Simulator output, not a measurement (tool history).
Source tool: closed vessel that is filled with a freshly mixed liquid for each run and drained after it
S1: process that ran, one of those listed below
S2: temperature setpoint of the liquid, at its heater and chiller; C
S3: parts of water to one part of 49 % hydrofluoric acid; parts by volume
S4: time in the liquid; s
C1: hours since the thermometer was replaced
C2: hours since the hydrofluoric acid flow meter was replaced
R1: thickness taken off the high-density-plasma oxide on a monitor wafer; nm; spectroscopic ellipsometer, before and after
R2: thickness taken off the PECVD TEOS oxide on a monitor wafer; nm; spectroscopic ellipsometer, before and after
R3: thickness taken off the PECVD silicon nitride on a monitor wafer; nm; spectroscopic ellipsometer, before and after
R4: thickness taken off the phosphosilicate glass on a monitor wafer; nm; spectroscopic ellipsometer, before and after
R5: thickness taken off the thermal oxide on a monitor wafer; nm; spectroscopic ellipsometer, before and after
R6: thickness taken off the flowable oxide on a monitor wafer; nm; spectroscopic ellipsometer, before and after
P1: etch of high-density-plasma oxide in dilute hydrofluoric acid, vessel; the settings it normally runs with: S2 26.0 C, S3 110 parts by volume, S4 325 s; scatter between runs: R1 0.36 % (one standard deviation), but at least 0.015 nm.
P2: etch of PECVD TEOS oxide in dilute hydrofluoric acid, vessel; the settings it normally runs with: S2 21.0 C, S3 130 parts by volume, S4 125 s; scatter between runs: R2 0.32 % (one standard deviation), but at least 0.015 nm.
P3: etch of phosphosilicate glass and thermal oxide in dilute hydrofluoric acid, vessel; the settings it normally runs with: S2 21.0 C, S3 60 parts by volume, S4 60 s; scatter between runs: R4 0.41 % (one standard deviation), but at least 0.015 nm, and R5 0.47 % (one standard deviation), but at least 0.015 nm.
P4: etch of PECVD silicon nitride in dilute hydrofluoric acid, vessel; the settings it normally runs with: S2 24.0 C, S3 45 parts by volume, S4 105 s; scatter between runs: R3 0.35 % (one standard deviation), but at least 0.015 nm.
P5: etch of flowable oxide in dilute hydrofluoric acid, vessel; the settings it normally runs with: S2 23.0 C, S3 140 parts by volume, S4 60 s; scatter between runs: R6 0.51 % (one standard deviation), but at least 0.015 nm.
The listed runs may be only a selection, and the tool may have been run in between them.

run   hour  S1    S2   S3   S4     C1      C2       R1      R2       R3       R4      R5      R6
  1    8.8  P1  26.0  110  325  524.8  1452.0  16.5780
  2   13.7  P1  26.0   55   60  529.7  1456.9   6.5390
  3   21.3  P2  21.0  130  125  537.3  1464.5           14.083
  4   26.8  P1  20.0  110  325  542.8  1470.0  13.0280
  5   31.6  P4  24.0   45  105  547.6  1474.8                    5.9375
  6   40.0  P3  21.0   60  115  556.0  1483.2                            181.410  8.4820
  7   45.0  P5  23.0  235   60  561.0  1488.2                                             13.105
  8   51.6  P3  21.0   60   60  567.6  1494.8                             94.888  4.3950
  9   58.4  P4  24.0   45   40  574.4  1501.6                    2.2402
 10   63.3  P3  21.0   60   60  579.3  1506.5                             94.523  4.4600
 11   70.8  P1  21.0  110  195  586.8  1514.0   8.1150
 12   77.1  P5  26.5  140   60  593.1  1520.3                                             27.872
 13   81.6  P5  23.0  140   60  597.6  1524.8                                             24.062
 14   89.3  P4  18.0   45  105  605.3  1532.5                    3.9304
 15   98.2  P5  23.0  140   30  614.2  1541.4                                             12.315
 16  102.3  P1  26.0  110   70  618.3  1545.5   3.5402
 17  109.6  P1  26.0  110  515  625.6  1552.8  26.0550
 18  115.3  P2  21.0  130  225  631.3  1558.5           25.334
     116.4  -- thermometer replaced
 19  122.6  P1  26.0  110  325    6.2  1565.8  16.5210
 20  128.6  P2  17.0  130  125   12.2  1571.8           12.032
     129.1  -- hydrofluoric acid flow meter replaced
 21  136.2  P1  26.0  110  325   19.8     7.1  16.5310
 22  143.0  P1  26.0   65  325   26.6    13.9  29.7220
 23  147.9  P3  17.0   60   60   31.5    18.8                             79.752  3.7586
 24  153.3  P3  21.0  110   60   36.9    24.2                             48.271  2.3190
 25  158.8  P2  21.0   60  125   42.4    29.7           32.969
 26  165.0  P1  26.0  110  325   48.6    35.9  16.5520
 27  173.2  P1  26.0  175  325   56.8    44.1   9.5950
 28  180.1  P1  26.0  110  325   63.7    51.0  16.3880
 29  184.2  P4  24.0   45  105   67.8    55.1                    5.9429
 30  192.9  P1  34.0  110  325   76.5    63.8  22.1300
 31  201.6  P2  21.0  130  125   85.2    72.5           14.075
 32  207.2  P4  24.0   25  105   90.8    78.1                   10.4940
 33  211.5  P1  26.0  110  325   95.1    82.4  16.5030
 34  218.3  P1  26.0  110  325  101.9    89.2  16.8410
 35  223.5  P1  26.0  110  325  107.1    94.4  16.9940
 36  231.9  P1  26.0  110  325  115.5   102.8  17.2780
 37  238.7  P1  26.0  110  325  122.3   109.6  17.3950
 38  245.6  P1  26.0  110  325  129.2   116.5  17.4950
 39  250.0  P1  26.0  110  325  133.6   120.9  17.6100
 40  254.0  P1  26.0  110  325  137.6   124.9  17.6130
 41  258.2  P1  26.0  110  325  141.8   129.1  17.6220
 42  265.3  P1  26.0  110  325  148.9   136.2  17.7280
 43  270.2  P1  26.0  110  325  153.8   141.1  17.5370

P1 no longer gives what it gave before; its output has crept away from where it was. The following 2 causes, each at its listed size, fit the log equally well:
A: liquid hotter than its thermometer reads (K) = 1.71
B: hydrofluoric acid flow above the setpoint (%) = 5.9
Creep in the process output first set in at about hour 211.5.

Listed below are the offered check runs, one wafer per run, with question marks in place of results. For which of them would the causes give clearly different outcomes?
check 1  275.1  P3  21.0   60   60                       ?   ?
check 2  275.1  P4  24.0   45  105                   ?
check 3  275.1  P2  21.0  130  125               ?
check 4  275.1  P5  23.0  140   60                               ?

Predicted outcomes, by check and by cause:
  check  result     if A     if B
check 1      R4  101.440  100.460
check 1      R5   4.7931   4.7468
check 2      R3   6.6581   6.2776
check 3      R2   15.079   15.042
check 4      R6   25.966   25.973
Separation of the two closest causes in each check, using whichever result separates them best: check 1 0.97 %; check 2 5.89 %; check 3 0.24 %; check 4 0.03 %
Check 2 tells the causes apart: in the others they would give nearly the same result.

Then check 2 was run and gave: R3 6.2917 nm. Which cause is it?

B is the cause: hydrofluoric acid flow above the setpoint (%).

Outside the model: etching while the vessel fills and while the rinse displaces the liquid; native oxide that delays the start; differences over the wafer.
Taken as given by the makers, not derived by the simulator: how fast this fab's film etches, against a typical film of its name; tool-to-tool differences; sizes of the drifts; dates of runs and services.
